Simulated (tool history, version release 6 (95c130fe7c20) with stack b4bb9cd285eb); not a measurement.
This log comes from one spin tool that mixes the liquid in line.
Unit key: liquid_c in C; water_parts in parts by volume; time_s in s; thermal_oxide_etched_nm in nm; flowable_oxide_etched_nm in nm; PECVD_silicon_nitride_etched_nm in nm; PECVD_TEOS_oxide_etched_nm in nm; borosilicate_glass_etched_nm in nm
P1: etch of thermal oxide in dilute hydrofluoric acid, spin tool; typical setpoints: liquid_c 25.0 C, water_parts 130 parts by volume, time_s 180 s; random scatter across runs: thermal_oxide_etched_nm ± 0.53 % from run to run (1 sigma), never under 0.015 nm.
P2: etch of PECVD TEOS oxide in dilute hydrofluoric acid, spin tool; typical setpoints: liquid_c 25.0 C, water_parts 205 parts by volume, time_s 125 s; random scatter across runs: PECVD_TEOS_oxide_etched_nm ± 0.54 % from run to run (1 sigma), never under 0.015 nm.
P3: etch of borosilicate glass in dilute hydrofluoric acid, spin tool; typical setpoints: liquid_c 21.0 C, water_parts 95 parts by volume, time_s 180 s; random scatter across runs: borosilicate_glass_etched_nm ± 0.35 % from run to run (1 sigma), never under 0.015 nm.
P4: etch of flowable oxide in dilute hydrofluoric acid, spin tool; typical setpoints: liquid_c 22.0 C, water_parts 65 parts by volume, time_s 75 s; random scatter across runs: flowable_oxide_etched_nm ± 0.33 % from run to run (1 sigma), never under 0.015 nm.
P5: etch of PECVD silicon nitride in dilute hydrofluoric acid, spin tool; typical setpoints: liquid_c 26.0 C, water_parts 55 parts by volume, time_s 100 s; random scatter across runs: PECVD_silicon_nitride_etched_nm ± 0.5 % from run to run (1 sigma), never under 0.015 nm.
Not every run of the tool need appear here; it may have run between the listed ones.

run	hour	process	liquid_c	water_parts	time_s	hours since the thermometer was replaced	hours since the hydrofluoric acid flow meter was replaced	thermal_oxide_etched_nm	flowable_oxide_etched_nm	PECVD_silicon_nitride_etched_nm	PECVD_TEOS_oxide_etched_nm	borosilicate_glass_etched_nm
1	7.6	P1	25.0	130	180	221.0	1137.5	6.22980				
2	16.2	P4	22.0	65	75	229.6	1146.1		34.543			
3	24.7	P1	25.0	130	180	238.1	1154.6	6.22150				
4	33.2	P5	26.0	55	100	246.6	1163.1			12.0530		
5	48.5	P1	25.0	50	180	261.9	1178.4	17.95300				
6	62.7	P4	30.5	65	75	276.1	1192.6		48.495			
7	70.3	P2	25.0	205	235	283.7	1200.2				20.6390	
# hour 79.9: hydrofluoric acid flow meter replaced
8	83.2	P1	25.0	130	180	296.6	3.4	6.25870				
9	90.9	P5	26.0	55	15	304.3	11.1			1.8051		
10	101.4	P1	25.0	130	180	314.8	21.6	6.19460				
11	115.8	P1	25.0	130	25	329.2	36.0	0.86516				
12	129.3	P5	34.0	55	100	342.7	49.5			20.1080		
13	137.0	P4	22.0	65	125	350.4	57.2		57.500			
14	148.2	P5	26.0	55	100	361.6	68.4			12.0820		
15	159.4	P3	21.0	175	180	372.8	79.6					25.581
16	168.4	P5	26.0	20	100	381.8	88.6			32.0450		
17	178.7	P2	25.0	280	125	392.1	98.9				7.5636	
18	186.7	P2	17.5	205	125	400.1	106.9				8.2660	
19	200.5	P1	25.0	130	180	413.9	120.7	6.26670				
20	215.1	P3	21.0	95	360	428.5	135.3					103.840
21	231.0	P1	25.0	225	35	444.4	151.2	0.62592				
22	238.6	P3	17.0	95	180	452.0	158.8					43.645
23	250.3	P2	25.0	205	125	463.7	170.5				11.0880	
24	266.9	P1	21.5	130	180	480.3	187.1	5.39980				
25	275.4	P1	29.0	130	180	488.8	195.6	7.31720				
26	284.0	P1	25.0	130	180	497.4	204.2	6.19590				
27	294.5	P1	25.0	130	300	507.9	214.7	10.40700				
28	306.3	P4	22.0	115	75	519.7	226.5		18.403			
29	321.7	P3	21.0	95	180	535.1	241.9					51.499
30	338.0	P2	25.0	205	125	551.4	258.2				11.0470	
31	354.3	P1	25.0	220	180	567.7	274.5	3.30880				
32	368.2	P1	25.0	130	180	581.6	288.4	6.22510				
33	375.4	P1	25.0	130	180	588.8	295.6	6.28500				
34	390.4	P1	25.0	130	180	603.8	310.6	6.45270				
35	406.5	P1	25.0	130	180	619.9	326.7	6.48320				
36	414.9	P1	25.0	130	180	628.3	335.1	6.60470				
37	424.9	P1	25.0	130	180	638.3	345.1	6.54570				
38	434.0	P1	25.0	130	180	647.4	354.2	6.68030				
39	441.4	P1	25.0	130	180	654.8	361.6	6.62650				
40	451.1	P1	25.0	130	180	664.5	371.3	6.63150				
41	464.8	P1	25.0	130	180	678.2	385.0	6.64720				

The output of P1 has drifted from where it used to be. Each of the 2 causes below, taken at the size shown beside it, accounts for the log equally well:
A: hydrofluoric acid flow above the setpoint (%) = 6.07
B: liquid hotter than its thermometer reads (K) = 1.79
The drift started at roughly hour 375.4.

Of the 4 check runs listed below, each run on one wafer and each result written as a question mark, which would let you distinguish the listed causes because they would give clearly different results?
check 1	478.5	P4	29.0	110	75				?			
check 2	478.5	P5	33.0	55	40					?		
check 3	478.5	P2	19.0	205	175						?	
check 4	478.5	P3	21.0	175	280							?

How each check would come out, cause by cause:
check	result	if A	if B
check 1	flowable_oxide_etched_nm	27.198	27.175
check 2	PECVD_silicon_nitride_etched_nm	8.0330	8.4701
check 3	PECVD_TEOS_oxide_etched_nm	13.2330	13.2180
check 4	borosilicate_glass_etched_nm	42.724	42.701
Per check, the gap between the least separated pair of causes, taken in the result that splits them most: check 1 0.09 %; check 2 5.3 %; check 3 0.12 %; check 4 0.05 %
The causes can be told apart only by check 2. The other checks would give nearly the same results under each of them.

Check 2 has now been run. It gave: PECVD_silicon_nitride_etched_nm 8.0517 nm. Which of the candidate causes is it?

The correct cause is A, namely: hydrofluoric acid flow above the setpoint (%).

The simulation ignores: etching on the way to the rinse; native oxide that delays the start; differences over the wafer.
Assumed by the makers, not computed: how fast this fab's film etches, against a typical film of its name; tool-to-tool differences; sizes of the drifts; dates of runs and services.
